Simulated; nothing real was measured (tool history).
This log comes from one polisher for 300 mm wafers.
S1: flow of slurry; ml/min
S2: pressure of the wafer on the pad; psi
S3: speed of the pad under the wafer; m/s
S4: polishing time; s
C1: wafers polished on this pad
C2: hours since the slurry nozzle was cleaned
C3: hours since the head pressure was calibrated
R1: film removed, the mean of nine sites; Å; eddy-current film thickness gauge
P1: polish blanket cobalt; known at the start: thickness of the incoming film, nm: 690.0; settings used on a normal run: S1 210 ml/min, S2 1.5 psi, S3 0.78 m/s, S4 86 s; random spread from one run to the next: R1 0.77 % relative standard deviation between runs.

run,hour,S1,S2,S3,S4,C1,C2,C3,R1
1,9.5,210,1.5,0.78,86,554,277.4,634.3,2912
2,22.6,305,1.5,0.78,86,683,290.5,647.4,3024.7
3,29,210,1.5,1.24,86,747,296.9,653.8,4585.4
4,35.6,210,1.5,0.78,133,812,303.5,660.4,4486.8
5,44.7,210,1.5,0.78,86,902,312.6,669.5,2927.7
# hour 45.6: slurry nozzle cleaned
6,53.5,210,1.5,0.78,86,989,7.9,678.3,2892.2
# hour 54.2: head pressure recalibrated
7,63.5,210,1.5,0.36,86,1088,17.9,9.3,1349.9
8,74.7,210,1.5,0.78,86,1198,29.1,20.5,2910.3
9,83.5,210,1,0.78,86,1285,37.9,29.3,1914.1
10,93.1,210,2,0.78,86,1380,47.5,38.9,3870.5
11,103.4,210,1.5,0.78,86,1482,57.8,49.2,2924.3
12,111.1,210,1.5,0.78,39,1558,65.5,56.9,1307.8
13,118.9,210,2.2,0.78,47,1635,73.3,64.7,2303.6
14,127.1,125,1.5,0.78,86,1716,81.5,72.9,2650
15,136.1,210,1.5,0.78,86,1805,90.5,81.9,2956.5
16,145.6,210,1.5,0.78,86,1899,100,91.4,2867.5

What does the tool deliver on the next run?
17,158.4,210,1.5,0.78,86,2025,112.8,104.2,?

R1: 2819.4 Å
